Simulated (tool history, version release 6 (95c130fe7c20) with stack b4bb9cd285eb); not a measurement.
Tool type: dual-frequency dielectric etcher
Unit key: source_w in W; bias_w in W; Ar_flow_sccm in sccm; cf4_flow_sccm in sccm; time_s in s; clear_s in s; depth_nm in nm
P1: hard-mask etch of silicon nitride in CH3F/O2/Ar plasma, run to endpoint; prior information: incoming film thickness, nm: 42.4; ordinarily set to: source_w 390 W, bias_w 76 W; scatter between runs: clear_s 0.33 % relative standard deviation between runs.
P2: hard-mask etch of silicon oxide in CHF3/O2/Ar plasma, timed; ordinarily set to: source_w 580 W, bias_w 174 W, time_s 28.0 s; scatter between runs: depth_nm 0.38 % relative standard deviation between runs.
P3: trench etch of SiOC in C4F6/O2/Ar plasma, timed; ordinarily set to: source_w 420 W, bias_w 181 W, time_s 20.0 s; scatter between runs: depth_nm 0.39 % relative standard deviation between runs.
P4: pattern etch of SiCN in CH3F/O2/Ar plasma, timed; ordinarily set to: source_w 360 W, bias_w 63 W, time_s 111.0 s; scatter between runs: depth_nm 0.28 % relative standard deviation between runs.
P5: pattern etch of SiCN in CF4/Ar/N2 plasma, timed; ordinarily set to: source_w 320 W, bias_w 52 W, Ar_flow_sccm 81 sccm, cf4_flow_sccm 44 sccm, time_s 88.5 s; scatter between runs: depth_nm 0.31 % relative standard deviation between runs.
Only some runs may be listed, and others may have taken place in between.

run,hour,process,source_w,bias_w,Ar_flow_sccm,cf4_flow_sccm,time_s,clear_s,depth_nm
1,7.8,P1,390,76,,,,58.586,
2,13.4,P1,250,76,,,,69.392,
3,18.7,P5,320,72,81,44,88.5,,54.094
4,22.4,P1,390,76,,,,58.602,
5,29.6,P2,580,174,,,41.0,,79.043
6,35.9,P4,440,63,,,111.0,,41.482
# hour 39.5: wet clean of the chamber
7,41.5,P3,420,108,,,20.0,,36.669
8,46.5,P2,580,219,,,28.0,,58.477
9,52.6,P2,580,174,,,28.0,,53.716
10,60.6,P1,520,76,,,,52.489,
11,65.7,P1,390,57,,,,64.584,
12,72.0,P5,320,52,81,27,88.5,,44.151
13,79.4,P1,390,76,,,,58.594,
14,85.8,P1,390,76,,,,58.497,
15,92.8,P4,360,40,,,111.0,,33.221
16,96.7,P4,360,63,,,111.0,,38.527
17,100.9,P3,420,181,,,20.0,,42.703
18,106.4,P1,390,101,,,,53.269,
19,111.4,P4,360,63,,,111.0,,38.611
20,118.2,P4,360,63,,,163.5,,56.462
21,122.7,P3,420,181,,,26.0,,55.574
22,129.5,P2,580,174,,,28.0,,54.069
23,136.1,P1,300,95,,,,59.908,
24,141.2,P2,440,174,,,28.0,,48.481
25,147.8,P5,320,52,53,44,88.5,,51.482
26,155.6,P5,320,52,81,44,88.5,,47.845
27,161.4,P5,380,52,81,44,88.5,,55.574
28,167.7,P5,320,52,81,44,117.0,,63.594
29,175.5,P3,520,181,,,20.0,,46.683
30,180.9,P1,390,76,,,,58.749,
31,185.6,P1,390,76,,,,58.413,
32,191.2,P1,390,76,,,,58.295,
33,195.2,P1,390,76,,,,57.835,
34,202.4,P1,390,76,,,,58.014,
35,208.1,P1,390,76,,,,57.814,
# hour 212.1: wet clean of the chamber
36,213.9,P1,390,76,,,,58.165,
37,220.9,P1,390,76,,,,57.429,
38,227.0,P1,390,76,,,,57.800,

Compared with where it was, what P1 gives has crept away. Each cause listed below fits the log as well as the rest, at the size given for it:
A: source power that arrives over what is set, % = 4.52
B: bias power that arrives over what is set, % = 4.9
Creep in the process output first set in at about hour 180.9.
The rest of the possible causes, and what rules out each one:
chamber walls in a state that raises the etch rate, %: serviced at hour 212.1, after the change had begun; the process did not return to its earlier output

Which of the check runs below tells the causes apart, meaning the causes would give it clearly different results? Each run uses 2 wafers whose results are averaged, and each result is shown as a question mark.
check 1,233.1,P4,360,48,,,111.0,,?
check 2,233.1,P5,320,52,81,27,88.5,,?
check 3,233.1,P3,420,138,,,20.0,,?
check 4,233.1,P2,500,174,,,34.5,,?

Check results expected under each cause:
check,result,if A,if B
check 1,depth_nm,35.746,35.692
check 2,depth_nm,45.662,44.747
check 3,depth_nm,40.022,39.892
check 4,depth_nm,63.845,63.804
Minimum pairwise separation of causes per check, each pair taken at its best-separating result: check 1 0.15 %; check 2 2.02 %; check 3 0.33 %; check 4 0.06 %
Check 2 distinguishes between the causes, while the remaining checks would return nearly the same result for all of them.

Check 2 has now been run. It gave: depth_nm 44.630 nm. Which of the candidate causes is it?

B is the cause: bias power that arrives over what is set, %.

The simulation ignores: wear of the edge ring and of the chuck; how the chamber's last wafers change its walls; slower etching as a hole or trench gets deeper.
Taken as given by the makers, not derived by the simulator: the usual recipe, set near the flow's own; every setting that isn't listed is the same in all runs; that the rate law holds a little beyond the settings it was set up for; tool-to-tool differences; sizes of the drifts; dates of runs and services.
